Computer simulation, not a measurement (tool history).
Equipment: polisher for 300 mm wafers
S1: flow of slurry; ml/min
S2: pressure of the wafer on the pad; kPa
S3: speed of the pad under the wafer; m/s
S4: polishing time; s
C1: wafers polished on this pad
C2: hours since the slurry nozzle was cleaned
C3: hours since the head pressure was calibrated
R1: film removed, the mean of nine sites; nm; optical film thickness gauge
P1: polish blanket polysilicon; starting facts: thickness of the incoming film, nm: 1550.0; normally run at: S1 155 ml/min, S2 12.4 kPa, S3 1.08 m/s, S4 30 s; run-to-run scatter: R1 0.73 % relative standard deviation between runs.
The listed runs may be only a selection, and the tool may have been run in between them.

run 1 hour=7.2 | S1=155 S2=12.4 S3=1.08 S4=30 | C1=500 C2=217.8 C3=106.9 | R1=199.71
run 2 hour=17 | S1=155 S2=12.4 S3=1.68 S4=30 | C1=619 C2=227.6 C3=116.7 | R1=313.44
run 3 hour=28.1 | S1=155 S2=12.4 S3=1.08 S4=30 | C1=753 C2=238.7 C3=127.8 | R1=202.6
run 4 hour=36.3 | S1=155 S2=12.4 S3=0.56 S4=30 | C1=852 C2=246.9 C3=136 | R1=104.25
run 5 hour=47.7 | S1=155 S2=12.4 S3=1.08 S4=30 | C1=990 C2=258.3 C3=147.4 | R1=203.09
run 6 hour=54.9 | S1=155 S2=12.4 S3=1.08 S4=45 | C1=1077 C2=265.5 C3=154.6 | R1=304.77
run 7 hour=67.9 | S1=155 S2=12.4 S3=1.08 S4=30 | C1=1235 C2=278.5 C3=167.6 | R1=203.32
run 8 hour=75 | S1=155 S2=18.6 S3=1.08 S4=30 | C1=1321 C2=285.6 C3=174.7 | R1=302.73
run 9 hour=86.7 | S1=155 S2=17.9 S3=1.08 S4=45 | C1=1462 C2=297.3 C3=186.4 | R1=436.01
run 10 hour=95.2 | S1=155 S2=12.4 S3=1.08 S4=30 | C1=1565 C2=305.8 C3=194.9 | R1=201.13
run 11 hour=104 | S1=220 S2=12.4 S3=1.08 S4=30 | C1=1672 C2=314.6 C3=203.7 | R1=215.14
run 12 hour=115.7 | S1=155 S2=12.4 S3=1.08 S4=19 | C1=1813 C2=326.3 C3=215.4 | R1=128.98
run 13 hour=125.4 | S1=195 S2=12.4 S3=1.08 S4=42 | C1=1930 C2=336 C3=225.1 | R1=294.67
run 14 hour=133.8 | S1=95 S2=12.4 S3=1.08 S4=30 | C1=2032 C2=344.4 C3=233.5 | R1=180.87
-- hour=139.9 slurry nozzle cleaned
run 15 hour=145.8 | S1=155 S2=6.2 S3=1.08 S4=30 | C1=2177 C2=6 C3=245.5 | R1=102.05
run 16 hour=155.8 | S1=155 S2=12.4 S3=1.08 S4=30 | C1=2298 C2=16 C3=255.5 | R1=200.74
run 17 hour=168.8 | S1=155 S2=12.4 S3=1.08 S4=30 | C1=2456 C2=29 C3=268.5 | R1=200.39
run 18 hour=180.9 | S1=155 S2=12.4 S3=1.08 S4=30 | C1=2602 C2=41.1 C3=280.6 | R1=193.66
run 19 hour=190.1 | S1=155 S2=12.4 S3=1.08 S4=30 | C1=2713 C2=50.3 C3=289.8 | R1=192.61

For run 20, what comes out?
run 20 hour=202.5 | S1=155 S2=12.4 S3=1.08 S4=30 | C1=2864 C2=62.7 C3=302.2 | R1=?

R1: 189.41 nm
